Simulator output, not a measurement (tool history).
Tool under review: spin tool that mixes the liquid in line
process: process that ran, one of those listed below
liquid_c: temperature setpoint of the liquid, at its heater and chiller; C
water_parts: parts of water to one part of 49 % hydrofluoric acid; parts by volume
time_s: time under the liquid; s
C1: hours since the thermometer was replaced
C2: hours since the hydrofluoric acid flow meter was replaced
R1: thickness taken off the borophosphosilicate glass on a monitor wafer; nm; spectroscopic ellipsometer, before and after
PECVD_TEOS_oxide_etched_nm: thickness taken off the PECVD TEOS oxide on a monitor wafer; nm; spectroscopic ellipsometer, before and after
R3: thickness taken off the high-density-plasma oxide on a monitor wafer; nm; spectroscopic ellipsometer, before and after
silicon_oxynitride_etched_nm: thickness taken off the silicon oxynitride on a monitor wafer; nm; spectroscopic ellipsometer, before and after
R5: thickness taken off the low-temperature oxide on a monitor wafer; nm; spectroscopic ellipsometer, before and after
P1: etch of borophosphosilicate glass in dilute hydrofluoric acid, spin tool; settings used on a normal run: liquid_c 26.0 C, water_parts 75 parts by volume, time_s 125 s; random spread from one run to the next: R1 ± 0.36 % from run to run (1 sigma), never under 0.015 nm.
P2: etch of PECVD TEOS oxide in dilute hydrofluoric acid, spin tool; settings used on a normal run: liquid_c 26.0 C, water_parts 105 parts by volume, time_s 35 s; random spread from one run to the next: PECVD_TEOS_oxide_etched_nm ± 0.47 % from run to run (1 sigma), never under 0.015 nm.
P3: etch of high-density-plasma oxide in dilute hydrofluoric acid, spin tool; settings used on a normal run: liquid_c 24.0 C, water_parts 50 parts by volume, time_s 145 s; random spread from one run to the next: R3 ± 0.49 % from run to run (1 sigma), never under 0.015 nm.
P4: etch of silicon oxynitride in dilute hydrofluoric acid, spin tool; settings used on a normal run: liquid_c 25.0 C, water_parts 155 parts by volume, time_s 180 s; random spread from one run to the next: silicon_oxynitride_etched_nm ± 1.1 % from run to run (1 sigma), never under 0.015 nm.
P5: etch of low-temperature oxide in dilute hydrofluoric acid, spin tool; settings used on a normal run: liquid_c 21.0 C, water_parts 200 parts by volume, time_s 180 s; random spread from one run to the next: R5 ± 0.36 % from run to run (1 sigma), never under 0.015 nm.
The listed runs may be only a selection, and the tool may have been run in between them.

run 1 hour=4.9 | process=P1 liquid_c=26.0 water_parts=75 time_s=125 | C1=83.9 C2=168.8 | R1=51.374
run 2 hour=8.8 | process=P2 liquid_c=19.0 water_parts=105 time_s=35 | C1=87.8 C2=172.7 | PECVD_TEOS_oxide_etched_nm=4.3562
run 3 hour=15.0 | process=P2 liquid_c=26.0 water_parts=105 time_s=15 | C1=94.0 C2=178.9 | PECVD_TEOS_oxide_etched_nm=2.4570
run 4 hour=20.3 | process=P1 liquid_c=26.0 water_parts=20 time_s=125 | C1=99.3 C2=184.2 | R1=207.260
run 5 hour=24.6 | process=P1 liquid_c=26.0 water_parts=75 time_s=35 | C1=103.6 C2=188.5 | R1=14.359
run 6 hour=28.2 | process=P1 liquid_c=26.0 water_parts=75 time_s=125 | C1=107.2 C2=192.1 | R1=51.822
run 7 hour=31.7 | process=P3 liquid_c=24.0 water_parts=50 time_s=145 | C1=110.7 C2=195.6 | R3=24.0890
run 8 hour=39.4 | process=P1 liquid_c=26.0 water_parts=75 time_s=125 | C1=118.4 C2=203.3 | R1=51.641
run 9 hour=46.4 | process=P1 liquid_c=26.0 water_parts=75 time_s=125 | C1=125.4 C2=210.3 | R1=51.244
run 10 hour=52.7 | process=P4 liquid_c=33.0 water_parts=155 time_s=180 | C1=131.7 C2=216.6 | silicon_oxynitride_etched_nm=2.9407
run 11 hour=56.1 | process=P2 liquid_c=26.0 water_parts=105 time_s=35 | C1=135.1 C2=220.0 | PECVD_TEOS_oxide_etched_nm=5.7327
run 12 hour=60.7 | process=P4 liquid_c=25.0 water_parts=155 time_s=180 | C1=139.7 C2=224.6 | silicon_oxynitride_etched_nm=2.0735
run 13 hour=67.3 | process=P5 liquid_c=21.0 water_parts=200 time_s=180 | C1=146.3 C2=231.2 | R5=7.67180
run 14 hour=74.8 | process=P3 liquid_c=24.0 water_parts=50 time_s=40 | C1=153.8 C2=238.7 | R3=6.6393
run 15 hour=80.0 | process=P5 liquid_c=21.0 water_parts=200 time_s=15 | C1=159.0 C2=243.9 | R5=0.66302
run 16 hour=87.3 | process=P1 liquid_c=21.0 water_parts=75 time_s=125 | C1=166.3 C2=251.2 | R1=41.846
run 17 hour=93.4 | process=P3 liquid_c=32.0 water_parts=50 time_s=145 | C1=172.4 C2=257.3 | R3=32.7430
run 18 hour=100.1 | process=P5 liquid_c=28.5 water_parts=200 time_s=180 | C1=179.1 C2=264.0 | R5=10.05900
run 19 hour=107.4 | process=P1 liquid_c=26.0 water_parts=75 time_s=230 | C1=186.4 C2=271.3 | R1=94.431
run 20 hour=114.0 | process=P1 liquid_c=26.0 water_parts=130 time_s=125 | C1=193.0 C2=277.9 | R1=27.620
run 21 hour=119.5 | process=P1 liquid_c=26.0 water_parts=35 time_s=35 | C1=198.5 C2=283.4 | R1=32.559
run 22 hour=127.1 | process=P3 liquid_c=24.0 water_parts=20 time_s=145 | C1=206.1 C2=291.0 | R3=62.0800
run 23 hour=130.5 | process=P5 liquid_c=21.0 water_parts=200 time_s=180 | C1=209.5 C2=294.4 | R5=7.69370
run 24 hour=136.6 | process=P4 liquid_c=25.0 water_parts=155 time_s=340 | C1=215.6 C2=300.5 | silicon_oxynitride_etched_nm=3.9010
run 25 hour=142.9 | process=P4 liquid_c=25.0 water_parts=30 time_s=180 | C1=221.9 C2=306.8 | silicon_oxynitride_etched_nm=12.0990
run 26 hour=149.5 | process=P1 liquid_c=30.5 water_parts=75 time_s=125 | C1=228.5 C2=313.4 | R1=61.200
run 27 hour=156.7 | process=P1 liquid_c=21.5 water_parts=110 time_s=125 | C1=235.7 C2=320.6 | R1=27.896
run 28 hour=161.2 | process=P2 liquid_c=26.0 water_parts=40 time_s=35 | C1=240.2 C2=325.1 | PECVD_TEOS_oxide_etched_nm=16.4840
run 29 hour=166.7 | process=P1 liquid_c=26.0 water_parts=75 time_s=125 | C1=245.7 C2=330.6 | R1=51.312
run 30 hour=172.7 | process=P5 liquid_c=21.0 water_parts=360 time_s=180 | C1=251.7 C2=336.6 | R5=3.65110
run 31 hour=179.6 | process=P1 liquid_c=26.0 water_parts=75 time_s=125 | C1=258.6 C2=343.5 | R1=51.225
run 32 hour=185.9 | process=P1 liquid_c=20.0 water_parts=20 time_s=125 | C1=264.9 C2=349.8 | R1=159.680
run 33 hour=191.8 | process=P1 liquid_c=26.0 water_parts=75 time_s=125 | C1=270.8 C2=355.7 | R1=51.316
run 34 hour=197.4 | process=P1 liquid_c=26.0 water_parts=75 time_s=125 | C1=276.4 C2=361.3 | R1=49.652
run 35 hour=202.3 | process=P1 liquid_c=26.0 water_parts=75 time_s=125 | C1=281.3 C2=366.2 | R1=48.852
run 36 hour=206.2 | process=P1 liquid_c=26.0 water_parts=75 time_s=125 | C1=285.2 C2=370.1 | R1=48.279
run 37 hour=213.7 | process=P1 liquid_c=26.0 water_parts=75 time_s=125 | C1=292.7 C2=377.6 | R1=47.781
run 38 hour=219.0 | process=P1 liquid_c=26.0 water_parts=75 time_s=125 | C1=298.0 C2=382.9 | R1=47.882
run 39 hour=222.5 | process=P1 liquid_c=26.0 water_parts=75 time_s=125 | C1=301.5 C2=386.4 | R1=47.602

The log shows P1 creeping away from where it was. Any of the 2 causes listed here, at the size stated for it, fits the log just as well as the others:
A: liquid colder than its thermometer reads (K) = 1.83
B: hydrofluoric acid flow below the setpoint (%) = 6.41
At approximately hour 191.8, the process output began to creep.

Of the 4 check runs below, each run on 2 wafers with the results averaged and each result still a question mark, which one would tell the listed causes apart?
run check 1 hour=226.0 | process=P5 liquid_c=27.5 water_parts=355 time_s=180 | R5=?
run check 2 hour=226.0 | process=P2 liquid_c=19.5 water_parts=105 time_s=35 | PECVD_TEOS_oxide_etched_nm=?
run check 3 hour=226.0 | process=P4 liquid_c=28.5 water_parts=155 time_s=180 | silicon_oxynitride_etched_nm=?
run check 4 hour=226.0 | process=P3 liquid_c=31.5 water_parts=50 time_s=145 | R3=?

Predicted outcomes, by check and by cause:
check=check_1 result=R5 if_A=4.37660 if_B=4.24460
check=check_2 result=PECVD_TEOS_oxide_etched_nm if_A=4.0938 if_B=4.1013
check=check_3 result=silicon_oxynitride_etched_nm if_A=2.2487 if_B=2.2599
check=check_4 result=R3 if_A=30.0240 if_B=30.0200
Per check, the gap between the least separated pair of causes, taken in the result that splits them most: check 1 3.06 %; check 2 0.18 %; check 3 0.5 %; check 4 0.01 %
Of the check runs offered, only check 1 discriminates between the causes; the rest would read about the same regardless of which cause applies.

Running check 1 produced the following: R5 4.38510 nm. Which one of the listed causes fits?

Of the candidate causes, it is A: liquid colder than its thermometer reads (K).

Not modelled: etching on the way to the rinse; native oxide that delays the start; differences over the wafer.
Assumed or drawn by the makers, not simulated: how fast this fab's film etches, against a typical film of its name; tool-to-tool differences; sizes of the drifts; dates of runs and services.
